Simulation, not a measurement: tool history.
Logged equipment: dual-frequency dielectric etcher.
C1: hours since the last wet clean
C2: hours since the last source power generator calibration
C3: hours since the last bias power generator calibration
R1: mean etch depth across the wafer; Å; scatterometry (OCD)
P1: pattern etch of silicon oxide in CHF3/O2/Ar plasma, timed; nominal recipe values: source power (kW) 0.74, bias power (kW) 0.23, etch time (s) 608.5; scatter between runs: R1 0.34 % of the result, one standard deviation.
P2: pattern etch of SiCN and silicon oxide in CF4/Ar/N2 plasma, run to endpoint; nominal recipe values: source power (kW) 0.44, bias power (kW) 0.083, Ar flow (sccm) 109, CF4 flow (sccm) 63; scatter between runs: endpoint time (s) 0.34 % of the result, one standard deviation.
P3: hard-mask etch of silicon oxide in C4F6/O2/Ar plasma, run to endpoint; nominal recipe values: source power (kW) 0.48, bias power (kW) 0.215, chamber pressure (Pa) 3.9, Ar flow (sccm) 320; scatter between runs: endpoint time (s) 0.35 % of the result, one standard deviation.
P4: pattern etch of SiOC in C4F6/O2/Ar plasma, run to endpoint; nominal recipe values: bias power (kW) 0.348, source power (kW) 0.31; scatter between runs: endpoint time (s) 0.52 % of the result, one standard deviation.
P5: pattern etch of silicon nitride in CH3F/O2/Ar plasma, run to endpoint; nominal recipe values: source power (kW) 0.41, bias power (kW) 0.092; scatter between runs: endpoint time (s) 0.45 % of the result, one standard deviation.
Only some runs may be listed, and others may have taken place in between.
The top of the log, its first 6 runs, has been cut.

run 7 day=2.858 | process_that_ran=P1 source_power_(kW)=0.74 bias_power_(kW)=0.23 etch_time_(s)=429 | C1=233.5 C2=1103.9 C3=758.8 | R1=10124
run 8 day=3.112 | process_that_ran=P5 source_power_(kW)=0.41 bias_power_(kW)=0.092 | C1=239.6 C2=1110 C3=764.9 | endpoint_time_(s)=30.228
run 9 day=3.529 | process_that_ran=P1 source_power_(kW)=0.74 bias_power_(kW)=0.23 etch_time_(s)=608.5 | C1=249.6 C2=1120 C3=774.9 | R1=14337
run 10 day=3.838 | process_that_ran=P1 source_power_(kW)=0.95 bias_power_(kW)=0.23 etch_time_(s)=608.5 | C1=257 C2=1127.4 C3=782.3 | R1=15825
run 11 day=4.267 | process_that_ran=P4 source_power_(kW)=0.31 bias_power_(kW)=0.348 | C1=267.3 C2=1137.7 C3=792.6 | endpoint_time_(s)=19.936
run 12 day=4.725 | process_that_ran=P1 source_power_(kW)=0.74 bias_power_(kW)=0.322 etch_time_(s)=608.5 | C1=278.3 C2=1148.7 C3=803.6 | R1=16191
run 13 day=5.125 | process_that_ran=P3 source_power_(kW)=0.37 bias_power_(kW)=0.215 chamber_pressure_(Pa)=3.9 Ar_flow_(sccm)=320 | C1=287.9 C2=1158.3 C3=813.2 | endpoint_time_(s)=55.647
run 14 day=5.45 | process_that_ran=P3 source_power_(kW)=0.48 bias_power_(kW)=0.215 chamber_pressure_(Pa)=3.9 Ar_flow_(sccm)=402 | C1=295.7 C2=1166.1 C3=821 | endpoint_time_(s)=51.246
run 15 day=5.796 | process_that_ran=P2 source_power_(kW)=0.44 bias_power_(kW)=0.083 Ar_flow_(sccm)=109 CF4_flow_(sccm)=82 | C1=304 C2=1174.4 C3=829.3 | endpoint_time_(s)=18.25
run 16 day=6.054 | process_that_ran=P5 source_power_(kW)=0.52 bias_power_(kW)=0.092 | C1=310.2 C2=1180.6 C3=835.5 | endpoint_time_(s)=27.639
run 17 day=6.283 | process_that_ran=P1 source_power_(kW)=0.93 bias_power_(kW)=0.23 etch_time_(s)=449 | C1=315.7 C2=1186.1 C3=841 | R1=11536
run 18 day=6.754 | process_that_ran=P2 source_power_(kW)=0.44 bias_power_(kW)=0.118 Ar_flow_(sccm)=109 CF4_flow_(sccm)=63 | C1=327 C2=1197.4 C3=852.3 | endpoint_time_(s)=16.66
run 19 day=7.171 | process_that_ran=P5 source_power_(kW)=0.41 bias_power_(kW)=0.125 | C1=337 C2=1207.4 C3=862.3 | endpoint_time_(s)=27.094
run 20 day=7.646 | process_that_ran=P1 source_power_(kW)=0.74 bias_power_(kW)=0.23 etch_time_(s)=608.5 | C1=348.4 C2=1218.8 C3=873.7 | R1=14377
run 21 day=7.867 | process_that_ran=P2 source_power_(kW)=0.36 bias_power_(kW)=0.083 Ar_flow_(sccm)=109 CF4_flow_(sccm)=63 | C1=353.7 C2=1224.1 C3=879 | endpoint_time_(s)=22.609
run 22 day=8.312 | process_that_ran=P2 source_power_(kW)=0.44 bias_power_(kW)=0.083 Ar_flow_(sccm)=148 CF4_flow_(sccm)=63 | C1=364.4 C2=1234.8 C3=889.7 | endpoint_time_(s)=19.82
run 23 day=8.617 | process_that_ran=P1 source_power_(kW)=0.74 bias_power_(kW)=0.163 etch_time_(s)=608.5 | C1=371.7 C2=1242.1 C3=897 | R1=12749
run 24 day=9.067 | process_that_ran=P4 source_power_(kW)=0.31 bias_power_(kW)=0.348 | C1=382.5 C2=1252.9 C3=907.8 | endpoint_time_(s)=19.849

Forecast run 25:
run 25 day=9.304 | process_that_ran=P3 source_power_(kW)=0.48 bias_power_(kW)=0.215 chamber_pressure_(Pa)=3.9 Ar_flow_(sccm)=320 | C1=388.2 C2=1258.6 C3=913.5 | endpoint_time_(s)=?

{"run 25": {"endpoint time (s)": 49.933}}

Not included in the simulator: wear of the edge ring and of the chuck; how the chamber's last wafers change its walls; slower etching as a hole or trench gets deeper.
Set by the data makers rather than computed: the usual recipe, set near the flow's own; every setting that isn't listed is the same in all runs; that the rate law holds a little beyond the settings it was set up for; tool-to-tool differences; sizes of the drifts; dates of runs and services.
